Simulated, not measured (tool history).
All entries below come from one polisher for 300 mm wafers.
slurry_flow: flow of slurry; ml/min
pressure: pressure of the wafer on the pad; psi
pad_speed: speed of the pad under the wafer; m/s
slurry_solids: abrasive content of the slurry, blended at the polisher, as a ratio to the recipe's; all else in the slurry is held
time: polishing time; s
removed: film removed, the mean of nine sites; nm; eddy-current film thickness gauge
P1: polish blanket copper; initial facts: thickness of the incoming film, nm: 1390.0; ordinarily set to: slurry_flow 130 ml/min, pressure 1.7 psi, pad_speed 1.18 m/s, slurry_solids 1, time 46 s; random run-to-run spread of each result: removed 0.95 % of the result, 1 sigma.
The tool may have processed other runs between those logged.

run   hour  slurry_flow  pressure  pad_speed  slurry_solids  time  removed
  1    7.7          130       1.7       1.18              1    46   92.683
  2   14.7          130       2.2       1.18              1    46   123.14
  3   24.1          130       1.7       1.18           0.75    22   42.007
  4   33.2          130       1.7        1.8              1    46   141.67
  5   41.3          180       1.7       1.18              1    46   99.343
  6   52.1          195       2.5       1.18              1    46   148.84
  7   61.8          130       1.7       1.18           0.55    46   81.232
  8   71.6          130       1.7       1.18              1    46   92.945
  9   81.2          130       1.7       1.18            1.5    46   100.76
 10   87.7          130       1.7       1.18              1    21   42.109
 11   96.5          130       0.9       1.18              1    46   49.533
 12  105.8          130       1.7       1.86           1.25    46   153.37
 13  113.4          130       1.7       1.18              1    46   93.594
 14  125.4           80       1.7       1.18              1    46    83.06
 15  136.6          130       1.7       1.18              1    46   93.675
 16    144          130       1.7       1.18              1    65   129.61
 17  153.5          130       1.7       1.18              1    46   93.175
 18  159.9          130       1.7       0.84              1    46   66.813
 19  170.6          130       1.7       1.18              1    46   93.181

Run 20, settings as shown, results not yet in. Your forecast:
 20   180          130       1.7       1.18              1    46        ?

Run 20 gave removed 89.49 nm.

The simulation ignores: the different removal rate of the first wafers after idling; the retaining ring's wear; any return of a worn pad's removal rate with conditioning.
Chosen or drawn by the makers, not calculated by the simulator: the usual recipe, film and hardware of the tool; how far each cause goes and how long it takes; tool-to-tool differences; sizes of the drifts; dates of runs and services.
